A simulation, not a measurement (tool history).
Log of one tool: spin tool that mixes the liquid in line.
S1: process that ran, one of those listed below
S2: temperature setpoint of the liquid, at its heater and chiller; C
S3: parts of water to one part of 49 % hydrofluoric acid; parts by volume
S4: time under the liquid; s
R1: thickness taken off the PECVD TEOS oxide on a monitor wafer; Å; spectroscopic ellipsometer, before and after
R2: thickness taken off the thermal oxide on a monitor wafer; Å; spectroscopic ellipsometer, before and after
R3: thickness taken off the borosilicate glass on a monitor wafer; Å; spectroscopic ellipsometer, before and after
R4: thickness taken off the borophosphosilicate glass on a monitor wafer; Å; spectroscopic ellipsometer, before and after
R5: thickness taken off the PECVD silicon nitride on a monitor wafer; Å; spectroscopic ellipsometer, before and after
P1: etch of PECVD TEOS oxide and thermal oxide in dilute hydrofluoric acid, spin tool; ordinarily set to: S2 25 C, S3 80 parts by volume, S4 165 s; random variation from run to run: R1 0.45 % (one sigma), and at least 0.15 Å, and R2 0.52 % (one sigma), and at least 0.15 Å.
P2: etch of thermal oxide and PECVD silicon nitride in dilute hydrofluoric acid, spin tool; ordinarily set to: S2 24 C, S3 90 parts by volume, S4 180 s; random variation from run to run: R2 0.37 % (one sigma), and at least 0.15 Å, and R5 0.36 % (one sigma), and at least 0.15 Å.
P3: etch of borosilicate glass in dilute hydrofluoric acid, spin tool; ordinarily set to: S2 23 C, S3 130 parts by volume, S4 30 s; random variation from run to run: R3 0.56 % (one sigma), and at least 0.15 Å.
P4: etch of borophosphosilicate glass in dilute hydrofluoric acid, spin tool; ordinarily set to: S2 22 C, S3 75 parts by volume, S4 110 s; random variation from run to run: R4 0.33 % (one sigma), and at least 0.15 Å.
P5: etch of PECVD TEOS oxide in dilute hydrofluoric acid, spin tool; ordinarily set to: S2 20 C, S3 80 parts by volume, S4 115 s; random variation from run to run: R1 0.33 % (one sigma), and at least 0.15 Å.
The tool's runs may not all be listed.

| run | day | S1 | S2 | S3 | S4 | R1 | R2 | R3 | R4 | R5 |
|---|---|---|---|---|---|---|---|---|---|---|
| 1 | 0.108 | P1 | 25 | 80 | 165 | 323.65 | 105.49 |  |  |  |
| 2 | 0.304 | P3 | 23 | 185 | 30 |  |  | 52.671 |  |  |
| 3 | 0.504 | P1 | 32 | 80 | 165 | 421.55 | 139.32 |  |  |  |
| 4 | 0.6 | P1 | 25 | 80 | 165 | 327.59 | 105.03 |  |  |  |
| 5 | 0.758 | P4 | 22 | 75 | 110 |  |  |  | 415.01 |  |
| 6 | 0.871 | P1 | 25 | 80 | 165 | 322.32 | 104.7 |  |  |  |
| 7 | 1.042 | P1 | 32.5 | 50 | 165 | 724.65 | 234.38 |  |  |  |
| 8 | 1.175 | P2 | 24 | 125 | 180 |  | 69.765 |  |  | 74.788 |
| 9 | 1.308 | P2 | 24 | 90 | 180 |  | 101.77 |  |  | 103.56 |
| 10 | 1.417 | P1 | 25 | 80 | 165 | 322.19 | 106.08 |  |  |  |
| 11 | 1.617 | P4 | 17 | 75 | 110 |  |  |  | 338.76 |  |
| 12 | 1.762 | P3 | 23 | 130 | 30 |  |  | 81.055 |  |  |
| 13 | 1.962 | P1 | 25 | 110 | 165 | 227.98 | 74.085 |  |  |  |
| 14 | 2.075 | P1 | 25 | 80 | 325 | 640.22 | 207.49 |  |  |  |
| 15 | 2.212 | P1 | 25 | 80 | 165 | 324.89 | 105.71 |  |  |  |
| 16 | 2.321 | P1 | 25 | 80 | 165 | 322.23 | 105.07 |  |  |  |
| 17 | 2.438 | P1 | 25 | 80 | 90 | 177.11 | 57.156 |  |  |  |
| 18 | 2.554 | P1 | 21 | 80 | 165 | 275.68 | 90.501 |  |  |  |
| 19 | 2.654 | P4 | 22 | 30 | 110 |  |  |  | 1101.1 |  |
| 20 | 2.796 | P3 | 23 | 130 | 15 |  |  | 40.166 |  |  |
| 21 | 2.896 | P5 | 20 | 20 | 115 | 1522.4 |  |  |  |  |
| 22 | 2.992 | P5 | 20 | 80 | 15 | 45.941 |  |  |  |  |
| 23 | 3.192 | P2 | 24 | 90 | 305 |  | 172.03 |  |  | 174.82 |
| 24 | 3.362 | P5 | 20 | 80 | 115 | 351.91 |  |  |  |  |
| 25 | 3.471 | P2 | 28.5 | 90 | 180 |  | 120.48 |  |  | 139.42 |
| 26 | 3.675 | P3 | 30 | 130 | 30 |  |  | 104.76 |  |  |
| 27 | 3.879 | P3 | 23 | 130 | 30 |  |  | 79.944 |  |  |
| 28 | 4.042 | P1 | 21 | 80 | 320 | 533.39 | 172.53 |  |  |  |
| 29 | 4.171 | P5 | 28 | 80 | 115 | 487.79 |  |  |  |  |
| 30 | 4.358 | P4 | 22 | 75 | 160 |  |  |  | 604.29 |  |
| 31 | 4.475 | P1 | 25 | 80 | 165 | 323.7 | 105.84 |  |  |  |
| 32 | 4.583 | P1 | 25 | 35 | 165 | 786.91 | 254.37 |  |  |  |
| 33 | 4.746 | P1 | 25 | 80 | 165 | 325.58 | 106.75 |  |  |  |
| 34 | 4.875 | P1 | 25 | 80 | 165 | 333.78 | 108.31 |  |  |  |
| 35 | 5.046 | P1 | 25 | 80 | 165 | 338.79 | 110.5 |  |  |  |
| 36 | 5.208 | P1 | 25 | 80 | 165 | 343.09 | 111.34 |  |  |  |
| 37 | 5.329 | P1 | 25 | 80 | 165 | 341.68 | 113.19 |  |  |  |
| 38 | 5.492 | P1 | 25 | 80 | 165 | 348.1 | 113.18 |  |  |  |

Run 39 has not been measured yet. What should we expect?
| 39 | 5.621 | P1 | 25 | 80 | 165 | ? | ? |  |  |  |

R1: 349.85 Å
R2: 114.34 Å
